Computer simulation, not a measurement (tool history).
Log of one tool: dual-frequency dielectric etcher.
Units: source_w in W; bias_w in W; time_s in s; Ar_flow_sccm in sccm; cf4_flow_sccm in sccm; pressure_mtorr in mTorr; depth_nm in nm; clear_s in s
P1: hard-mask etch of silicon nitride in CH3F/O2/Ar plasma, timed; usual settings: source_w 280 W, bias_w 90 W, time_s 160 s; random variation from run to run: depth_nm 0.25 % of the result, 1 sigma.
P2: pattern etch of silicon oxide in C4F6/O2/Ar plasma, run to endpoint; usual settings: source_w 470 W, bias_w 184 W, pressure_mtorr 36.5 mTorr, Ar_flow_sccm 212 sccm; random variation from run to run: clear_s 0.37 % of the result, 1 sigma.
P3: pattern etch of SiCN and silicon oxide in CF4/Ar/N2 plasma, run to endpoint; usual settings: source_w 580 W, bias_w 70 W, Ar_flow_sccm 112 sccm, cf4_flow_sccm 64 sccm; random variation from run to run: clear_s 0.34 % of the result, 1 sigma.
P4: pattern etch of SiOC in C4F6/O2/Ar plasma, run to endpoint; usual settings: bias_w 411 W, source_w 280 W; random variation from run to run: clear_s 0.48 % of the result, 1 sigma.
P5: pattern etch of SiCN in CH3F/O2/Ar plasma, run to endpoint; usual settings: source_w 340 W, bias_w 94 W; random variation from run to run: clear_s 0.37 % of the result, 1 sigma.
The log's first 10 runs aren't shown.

run	day	process	source_w	bias_w	time_s	Ar_flow_sccm	cf4_flow_sccm	pressure_mtorr	hours since the last wet clean	hours since the last source power generator calibration	hours since the last bias power generator calibration	depth_nm	clear_s
11	1.421	P1	280	90	160				345.8	2979.7	660.8	105.09	
12	1.575	P1	280	124	160				349.5	2983.4	664.5	119.44	
13	1.704	P5	340	123					352.6	2986.5	667.6		15.01
14	1.888	P1	280	90	160				357	2990.9	672	105.45	
15	2.071	P2	470	184		287		36.5	361.4	2995.3	676.4		14.633
16	2.192	P1	280	59	234				364.3	2998.2	679.3	133.06	
17	2.362	P2	470	130		212		36.5	368.4	3002.3	683.4		15.866
18	2.554	P2	470	184		212		25.5	373	3006.9	688		13.643
19	2.721	P5	340	94					377	3010.9	692		16.721
20	2.9	P1	340	110	160				381.3	3015.2	696.3	121.89	
21	3.046	P5	340	94					384.8	3018.7	699.8		16.534
22	3.146	P3	460	70		112	64		387.2	3021.1	702.2		12.357
23	3.262	P1	280	90	160				390	3023.9	705	105.3	
24	3.417	P1	230	90	160				393.7	3027.6	708.7	98.286	
25	3.592	P5	450	94					397.9	3031.8	712.9		15.073
26	3.804	P1	280	70	160				403	3036.9	718	96.702	
27	3.933	P4	280	249					406.1	3040	721.1		25.689
28	4.067	P1	280	90	213				409.3	3043.2	724.3	141.08	
29	4.258	P1	280	90	160				413.9	3047.8	728.9	105.7	
30	4.408	P2	470	184		212		36.5	417.5	3051.4	732.5		14.176

The next listed run, before its measurement:
31	4.604	P3	580	70		72	64		422.2	3056.1	737.2		?

{"run 31": {"clear_s": 9.4504}}
